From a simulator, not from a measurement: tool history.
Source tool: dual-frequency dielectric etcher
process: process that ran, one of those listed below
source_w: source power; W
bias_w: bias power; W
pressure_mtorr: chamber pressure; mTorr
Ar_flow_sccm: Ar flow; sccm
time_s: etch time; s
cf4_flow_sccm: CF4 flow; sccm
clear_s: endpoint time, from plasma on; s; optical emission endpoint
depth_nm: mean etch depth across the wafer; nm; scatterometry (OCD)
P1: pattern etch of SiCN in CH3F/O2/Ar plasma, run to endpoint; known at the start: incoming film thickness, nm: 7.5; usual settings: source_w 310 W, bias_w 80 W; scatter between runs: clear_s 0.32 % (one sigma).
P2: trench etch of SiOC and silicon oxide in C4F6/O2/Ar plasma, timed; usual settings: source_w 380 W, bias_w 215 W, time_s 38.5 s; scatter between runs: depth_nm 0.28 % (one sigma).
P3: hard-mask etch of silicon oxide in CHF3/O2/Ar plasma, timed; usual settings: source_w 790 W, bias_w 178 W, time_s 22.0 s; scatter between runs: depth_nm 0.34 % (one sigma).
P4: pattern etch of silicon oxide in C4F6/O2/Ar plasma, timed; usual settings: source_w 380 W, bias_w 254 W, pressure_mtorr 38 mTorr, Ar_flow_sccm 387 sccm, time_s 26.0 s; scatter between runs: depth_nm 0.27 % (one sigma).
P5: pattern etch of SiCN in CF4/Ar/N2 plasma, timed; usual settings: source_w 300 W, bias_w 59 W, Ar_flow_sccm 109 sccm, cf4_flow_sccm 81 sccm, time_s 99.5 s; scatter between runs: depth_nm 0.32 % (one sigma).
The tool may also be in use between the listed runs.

{"run": 1, "hour": 16.4, "process": "P1", "source_w": 310, "bias_w": 80, "clear_s": 20.78}
{"run": 2, "hour": 27.4, "process": "P4", "source_w": 380, "bias_w": 152, "pressure_mtorr": 38, "Ar_flow_sccm": 387, "time_s": 26.0, "depth_nm": 74.474}
{"run": 3, "hour": 38.2, "process": "P3", "source_w": 790, "bias_w": 178, "time_s": 15.5, "depth_nm": 35.65}
{"run": 4, "hour": 52.0, "process": "P1", "source_w": 310, "bias_w": 80, "clear_s": 20.751}
{"run": 5, "hour": 61.2, "process": "P1", "source_w": 230, "bias_w": 80, "clear_s": 23.195}
{"run": 6, "hour": 73.7, "process": "P2", "source_w": 380, "bias_w": 215, "time_s": 25.5, "depth_nm": 53.749}
{"run": 7, "hour": 81.1, "process": "P3", "source_w": 790, "bias_w": 214, "time_s": 22.0, "depth_nm": 53.6}
{"hour": 84.6, "done": "source power generator calibrated"}
{"run": 8, "hour": 92.3, "process": "P1", "source_w": 310, "bias_w": 80, "clear_s": 20.871}
{"run": 9, "hour": 108.0, "process": "P5", "source_w": 300, "bias_w": 41, "Ar_flow_sccm": 109, "time_s": 99.5, "cf4_flow_sccm": 81, "depth_nm": 51.145}
{"run": 10, "hour": 115.6, "process": "P5", "source_w": 300, "bias_w": 59, "Ar_flow_sccm": 73, "time_s": 99.5, "cf4_flow_sccm": 81, "depth_nm": 60.94}
{"run": 11, "hour": 129.7, "process": "P1", "source_w": 310, "bias_w": 111, "clear_s": 18.432}
{"run": 12, "hour": 140.0, "process": "P2", "source_w": 380, "bias_w": 215, "time_s": 38.5, "depth_nm": 81.522}
{"run": 13, "hour": 153.5, "process": "P2", "source_w": 380, "bias_w": 291, "time_s": 38.5, "depth_nm": 89.616}
{"run": 14, "hour": 161.4, "process": "P3", "source_w": 790, "bias_w": 178, "time_s": 22.0, "depth_nm": 50.485}
{"run": 15, "hour": 175.3, "process": "P4", "source_w": 380, "bias_w": 254, "pressure_mtorr": 38, "Ar_flow_sccm": 387, "time_s": 14.5, "depth_nm": 49.064}
{"run": 16, "hour": 186.4, "process": "P3", "source_w": 570, "bias_w": 178, "time_s": 22.0, "depth_nm": 44.331}
{"run": 17, "hour": 199.0, "process": "P4", "source_w": 380, "bias_w": 254, "pressure_mtorr": 38, "Ar_flow_sccm": 387, "time_s": 26.0, "depth_nm": 87.59}
{"run": 18, "hour": 210.4, "process": "P4", "source_w": 280, "bias_w": 254, "pressure_mtorr": 38, "Ar_flow_sccm": 387, "time_s": 26.0, "depth_nm": 78.084}
{"run": 19, "hour": 223.0, "process": "P1", "source_w": 220, "bias_w": 65, "clear_s": 25.689}
{"run": 20, "hour": 233.9, "process": "P4", "source_w": 380, "bias_w": 254, "pressure_mtorr": 38, "Ar_flow_sccm": 275, "time_s": 26.0, "depth_nm": 91.292}
{"run": 21, "hour": 244.5, "process": "P5", "source_w": 300, "bias_w": 59, "Ar_flow_sccm": 109, "time_s": 99.5, "cf4_flow_sccm": 58, "depth_nm": 54.672}
{"run": 22, "hour": 258.3, "process": "P5", "source_w": 370, "bias_w": 59, "Ar_flow_sccm": 109, "time_s": 99.5, "cf4_flow_sccm": 81, "depth_nm": 68.855}
{"run": 23, "hour": 267.6, "process": "P4", "source_w": 380, "bias_w": 254, "pressure_mtorr": 29, "Ar_flow_sccm": 387, "time_s": 26.0, "depth_nm": 90.454}
{"run": 24, "hour": 282.5, "process": "P1", "source_w": 310, "bias_w": 80, "clear_s": 20.839}
{"run": 25, "hour": 294.0, "process": "P2", "source_w": 520, "bias_w": 215, "time_s": 38.5, "depth_nm": 91.55}
{"run": 26, "hour": 306.8, "process": "P5", "source_w": 300, "bias_w": 59, "Ar_flow_sccm": 109, "time_s": 99.5, "cf4_flow_sccm": 81, "depth_nm": 57.519}
{"run": 27, "hour": 315.2, "process": "P1", "source_w": 310, "bias_w": 80, "clear_s": 20.866}
{"run": 28, "hour": 331.2, "process": "P1", "source_w": 410, "bias_w": 80, "clear_s": 18.75}
{"run": 29, "hour": 338.8, "process": "P1", "source_w": 310, "bias_w": 80, "clear_s": 20.756}
{"run": 30, "hour": 349.9, "process": "P1", "source_w": 310, "bias_w": 51, "clear_s": 24.387}
{"run": 31, "hour": 362.6, "process": "P2", "source_w": 380, "bias_w": 215, "time_s": 38.5, "depth_nm": 80.878}
{"run": 32, "hour": 376.9, "process": "P5", "source_w": 300, "bias_w": 59, "Ar_flow_sccm": 109, "time_s": 67.0, "cf4_flow_sccm": 81, "depth_nm": 38.724}
{"run": 33, "hour": 391.1, "process": "P1", "source_w": 310, "bias_w": 80, "clear_s": 20.859}
{"run": 34, "hour": 407.5, "process": "P1", "source_w": 310, "bias_w": 80, "clear_s": 20.69}
{"run": 35, "hour": 417.6, "process": "P1", "source_w": 310, "bias_w": 80, "clear_s": 20.7}
{"run": 36, "hour": 430.0, "process": "P1", "source_w": 310, "bias_w": 80, "clear_s": 20.589}
{"run": 37, "hour": 443.2, "process": "P1", "source_w": 310, "bias_w": 80, "clear_s": 20.602}
{"run": 38, "hour": 456.6, "process": "P1", "source_w": 310, "bias_w": 80, "clear_s": 20.505}
{"hour": 468.3, "done": "wet clean of the chamber"}
{"run": 39, "hour": 468.5, "process": "P1", "source_w": 310, "bias_w": 80, "clear_s": 20.447}
{"run": 40, "hour": 482.5, "process": "P1", "source_w": 310, "bias_w": 80, "clear_s": 20.547}
{"run": 41, "hour": 498.5, "process": "P1", "source_w": 310, "bias_w": 80, "clear_s": 20.595}
{"run": 42, "hour": 508.7, "process": "P1", "source_w": 310, "bias_w": 80, "clear_s": 20.44}
{"run": 43, "hour": 523.9, "process": "P1", "source_w": 310, "bias_w": 80, "clear_s": 20.6}

P1 no longer gives what it gave before; its output has crept away from where it was. The following 2 causes, each at its listed size, fit the log equally well:
A: source power that arrives over what is set, % = 4.33
B: bias power that arrives over what is set, % = 4.36
Onset of the creep was near hour 391.1.
The rest of the possible causes, and what rules out each one:
chamber walls in a state that raises the etch rate, %: work on it at hour 468.3, done after the drift set in, did not restore what the process gave before

Consider the 4 single-wafer check runs listed below, results given as question marks: which one distinguishes between the causes by giving clearly different results for each?
{"run": "check 1", "hour": 539.1, "process": "P2", "source_w": 380, "bias_w": 215, "time_s": 38.5, "depth_nm": "?"}
{"run": "check 2", "hour": 539.1, "process": "P4", "source_w": 380, "bias_w": 254, "pressure_mtorr": 38, "Ar_flow_sccm": 387, "time_s": 26.0, "depth_nm": "?"}
{"run": "check 3", "hour": 539.1, "process": "P3", "source_w": 790, "bias_w": 178, "time_s": 22.0, "depth_nm": "?"}
{"run": "check 4", "hour": 539.1, "process": "P5", "source_w": 300, "bias_w": 59, "Ar_flow_sccm": 109, "time_s": 99.5, "cf4_flow_sccm": 81, "depth_nm": "?"}

What each check would give under each cause:
check=check_1 result=depth_nm if_A=82.329 if_B=82.149
check=check_2 result=depth_nm if_A=89.330 if_B=89.186
check=check_3 result=depth_nm if_A=51.302 if_B=51.188
check=check_4 result=depth_nm if_A=59.547 if_B=58.206
Distance between the nearest two causes, measured in the result of the check that separates them most: check 1 0.22 %; check 2 0.16 %; check 3 0.22 %; check 4 2.28 %
Check 4 distinguishes between the causes, while the remaining checks would return nearly the same result for all of them.

Check 4 has now been run. It gave: depth_nm 58.071 nm. Which of the candidate causes is it?

It is B: bias power that arrives over what is set, %.

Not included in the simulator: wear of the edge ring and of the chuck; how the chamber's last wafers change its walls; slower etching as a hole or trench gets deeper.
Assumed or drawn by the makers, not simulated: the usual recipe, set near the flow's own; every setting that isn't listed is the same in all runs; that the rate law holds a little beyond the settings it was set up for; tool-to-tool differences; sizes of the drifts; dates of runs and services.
